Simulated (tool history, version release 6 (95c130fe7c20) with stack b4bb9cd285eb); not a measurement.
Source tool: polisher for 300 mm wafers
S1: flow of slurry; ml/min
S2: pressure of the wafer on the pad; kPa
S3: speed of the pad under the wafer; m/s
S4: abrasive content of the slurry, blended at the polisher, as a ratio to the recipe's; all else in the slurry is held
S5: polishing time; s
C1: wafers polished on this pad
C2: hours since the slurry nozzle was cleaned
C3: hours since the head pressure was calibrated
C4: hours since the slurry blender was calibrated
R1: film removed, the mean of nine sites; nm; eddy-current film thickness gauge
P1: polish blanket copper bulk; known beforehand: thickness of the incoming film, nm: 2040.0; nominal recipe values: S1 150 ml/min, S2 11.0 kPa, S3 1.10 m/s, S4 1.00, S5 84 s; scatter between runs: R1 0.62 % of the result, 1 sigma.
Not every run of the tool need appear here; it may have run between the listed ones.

run 1 hour=13.2 | S1=150 S2=11.0 S3=1.10 S4=1.00 S5=84 | C1=393 C2=86.4 C3=698.4 C4=63.3 | R1=371.70
run 2 hour=30.4 | S1=150 S2=11.0 S3=1.10 S4=1.00 S5=84 | C1=500 C2=103.6 C3=715.6 C4=80.5 | R1=378.76
run 3 hour=42.8 | S1=150 S2=6.2 S3=1.10 S4=1.00 S5=84 | C1=578 C2=116.0 C3=728.0 C4=92.9 | R1=211.92
run 4 hour=55.3 | S1=90 S2=11.0 S3=1.10 S4=1.00 S5=84 | C1=656 C2=128.5 C3=740.5 C4=105.4 | R1=337.65
run 5 hour=65.7 | S1=150 S2=11.0 S3=1.10 S4=1.20 S5=59 | C1=722 C2=138.9 C3=750.9 C4=115.8 | R1=275.26
run 6 hour=77.9 | S1=150 S2=11.0 S3=1.10 S4=1.00 S5=84 | C1=798 C2=151.1 C3=763.1 C4=128.0 | R1=376.19
run 7 hour=87.3 | S1=150 S2=11.0 S3=1.10 S4=1.00 S5=84 | C1=857 C2=160.5 C3=772.5 C4=137.4 | R1=376.10
run 8 hour=97.9 | S1=150 S2=11.0 S3=1.10 S4=0.65 S5=84 | C1=923 C2=171.1 C3=783.1 C4=148.0 | R1=341.58
run 9 hour=111.7 | S1=150 S2=11.0 S3=1.10 S4=1.00 S5=105 | C1=1010 C2=184.9 C3=796.9 C4=161.8 | R1=473.43
run 10 hour=120.9 | S1=150 S2=11.0 S3=1.10 S4=1.00 S5=84 | C1=1067 C2=194.1 C3=806.1 C4=171.0 | R1=373.60
run 11 hour=134.7 | S1=150 S2=11.0 S3=0.64 S4=1.00 S5=84 | C1=1154 C2=207.9 C3=819.9 C4=184.8 | R1=217.59
run 12 hour=149.8 | S1=195 S2=11.0 S3=1.10 S4=1.00 S5=84 | C1=1248 C2=223.0 C3=835.0 C4=199.9 | R1=393.68
run 13 hour=160.4 | S1=150 S2=11.0 S3=1.10 S4=1.40 S5=84 | C1=1315 C2=233.6 C3=845.6 C4=210.5 | R1=407.16

Run 14 comes next. What will it give?
run 14 hour=170.4 | S1=150 S2=11.0 S3=1.48 S4=1.00 S5=84 | C1=1377 C2=243.6 C3=855.6 C4=220.5 | R1=?

Run 14 yielded R1 505.88 nm.

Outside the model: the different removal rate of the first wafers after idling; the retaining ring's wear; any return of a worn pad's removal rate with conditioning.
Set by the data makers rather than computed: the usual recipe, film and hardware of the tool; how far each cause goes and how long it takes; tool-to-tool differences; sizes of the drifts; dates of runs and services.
